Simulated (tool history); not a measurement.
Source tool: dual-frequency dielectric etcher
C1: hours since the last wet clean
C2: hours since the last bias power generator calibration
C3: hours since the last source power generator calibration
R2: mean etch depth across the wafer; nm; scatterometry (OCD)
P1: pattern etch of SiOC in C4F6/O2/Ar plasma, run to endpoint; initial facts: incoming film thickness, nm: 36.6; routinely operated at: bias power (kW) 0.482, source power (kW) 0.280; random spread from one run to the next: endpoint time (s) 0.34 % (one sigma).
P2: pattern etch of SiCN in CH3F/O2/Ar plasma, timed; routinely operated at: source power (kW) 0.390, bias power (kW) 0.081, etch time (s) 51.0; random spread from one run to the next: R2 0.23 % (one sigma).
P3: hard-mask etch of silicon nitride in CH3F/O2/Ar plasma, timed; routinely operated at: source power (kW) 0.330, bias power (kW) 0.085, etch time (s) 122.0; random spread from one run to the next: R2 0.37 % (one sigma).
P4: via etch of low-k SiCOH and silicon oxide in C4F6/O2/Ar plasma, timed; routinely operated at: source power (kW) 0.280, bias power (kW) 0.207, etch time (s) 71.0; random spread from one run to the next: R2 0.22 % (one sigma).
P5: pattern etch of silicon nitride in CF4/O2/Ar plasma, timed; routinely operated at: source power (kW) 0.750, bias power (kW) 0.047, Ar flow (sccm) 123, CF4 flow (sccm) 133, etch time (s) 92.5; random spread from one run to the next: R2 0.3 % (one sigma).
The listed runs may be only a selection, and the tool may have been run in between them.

Run 1, hour 12.7: process that ran P1, bias power (kW) 0.482, source power (kW) 0.280; C1 163.9; C2 749.4; C3 1262.3. Result: endpoint time (s) 14.229.
Run 2, hour 22.5: process that ran P4, bias power (kW) 0.207, source power (kW) 0.280, etch time (s) 39.5; C1 173.7; C2 759.2; C3 1272.1. Result: R2 98.316 nm.
Run 3, hour 38.2: process that ran P2, bias power (kW) 0.081, source power (kW) 0.390, etch time (s) 66.5; C1 189.4; C2 774.9; C3 1287.8. Result: R2 25.231 nm.
Run 4, hour 48.7: process that ran P1, bias power (kW) 0.639, source power (kW) 0.330; C1 199.9; C2 785.4; C3 1298.3. Result: endpoint time (s) 12.099.
Run 5, hour 63.9: process that ran P3, bias power (kW) 0.059, source power (kW) 0.330, etch time (s) 122.0; C1 215.1; C2 800.6; C3 1313.5. Result: R2 74.160 nm.
Run 6, hour 75.4: process that ran P2, bias power (kW) 0.081, source power (kW) 0.490, etch time (s) 51.0; C1 226.6; C2 812.1; C3 1325.0. Result: R2 21.082 nm.
Run 7, hour 84.9: process that ran P1, bias power (kW) 0.665, source power (kW) 0.350; C1 236.1; C2 821.6; C3 1334.5. Result: endpoint time (s) 11.486.
Run 8, hour 96.0: process that ran P5, bias power (kW) 0.047, source power (kW) 0.750, etch time (s) 92.5, Ar flow (sccm) 123, CF4 flow (sccm) 83; C1 247.2; C2 832.7; C3 1345.6. Result: R2 224.870 nm.
Run 9, hour 104.6: process that ran P3, bias power (kW) 0.085, source power (kW) 0.330, etch time (s) 183.0; C1 255.8; C2 841.3; C3 1354.2. Result: R2 125.720 nm.
Run 10, hour 121.1: process that ran P4, bias power (kW) 0.207, source power (kW) 0.390, etch time (s) 71.0; C1 272.3; C2 857.8; C3 1370.7. Result: R2 200.560 nm.
Run 11, hour 133.7: process that ran P1, bias power (kW) 0.482, source power (kW) 0.280; C1 284.9; C2 870.4; C3 1383.3. Result: endpoint time (s) 14.200.
Run 12, hour 149.8: process that ran P2, bias power (kW) 0.081, source power (kW) 0.390, etch time (s) 51.0; C1 301.0; C2 886.5; C3 1399.4. Result: R2 19.348 nm.
Run 13, hour 165.0: process that ran P3, bias power (kW) 0.085, source power (kW) 0.330, etch time (s) 122.0; C1 316.2; C2 901.7; C3 1414.6. Result: R2 84.018 nm.
At hour 174.0: bias power generator calibrated.
Run 14, hour 175.5: process that ran P1, bias power (kW) 0.482, source power (kW) 0.380; C1 326.7; C2 1.5; C3 1425.1. Result: endpoint time (s) 12.618.
Run 15, hour 189.2: process that ran P4, bias power (kW) 0.294, source power (kW) 0.280, etch time (s) 71.0; C1 340.4; C2 15.2; C3 1438.8. Result: R2 199.210 nm.
Run 16, hour 197.3: process that ran P2, bias power (kW) 0.110, source power (kW) 0.390, etch time (s) 51.0; C1 348.5; C2 23.3; C3 1446.9. Result: R2 21.722 nm.
Run 17, hour 212.7: process that ran P1, bias power (kW) 0.294, source power (kW) 0.280; C1 363.9; C2 38.7; C3 1462.3. Result: endpoint time (s) 17.136.
Run 18, hour 223.0: process that ran P1, bias power (kW) 0.344, source power (kW) 0.210; C1 374.2; C2 49.0; C3 1472.6. Result: endpoint time (s) 17.962.
Run 19, hour 239.5: process that ran P1, bias power (kW) 0.482, source power (kW) 0.170; C1 390.7; C2 65.5; C3 1489.1. Result: endpoint time (s) 17.102.
Run 20, hour 255.1: process that ran P4, bias power (kW) 0.207, source power (kW) 0.280, etch time (s) 71.0; C1 406.3; C2 81.1; C3 1504.7. Result: R2 177.160 nm.
Run 21, hour 272.2: process that ran P3, bias power (kW) 0.085, source power (kW) 0.330, etch time (s) 122.0; C1 423.4; C2 98.2; C3 1521.8. Result: R2 84.303 nm.
Run 22, hour 289.4: process that ran P5, bias power (kW) 0.047, source power (kW) 0.750, etch time (s) 92.5, Ar flow (sccm) 172, CF4 flow (sccm) 133; C1 440.6; C2 115.4; C3 1539.0. Result: R2 228.310 nm.
Run 23, hour 302.7: process that ran P5, bias power (kW) 0.047, source power (kW) 1.050, etch time (s) 92.5, Ar flow (sccm) 123, CF4 flow (sccm) 133; C1 453.9; C2 128.7; C3 1552.3. Result: R2 323.590 nm.
Run 24, hour 318.3: process that ran P1, bias power (kW) 0.482, source power (kW) 0.280; C1 469.5; C2 144.3; C3 1567.9. Result: endpoint time (s) 14.300.

What does the tool deliver on the next run?
Run 25, hour 334.8: process that ran P1, bias power (kW) 0.482, source power (kW) 0.280; C1 486.0; C2 160.8; C3 1584.4. Result: endpoint time (s) ?.

Run 25 came out at endpoint time (s) 14.286.
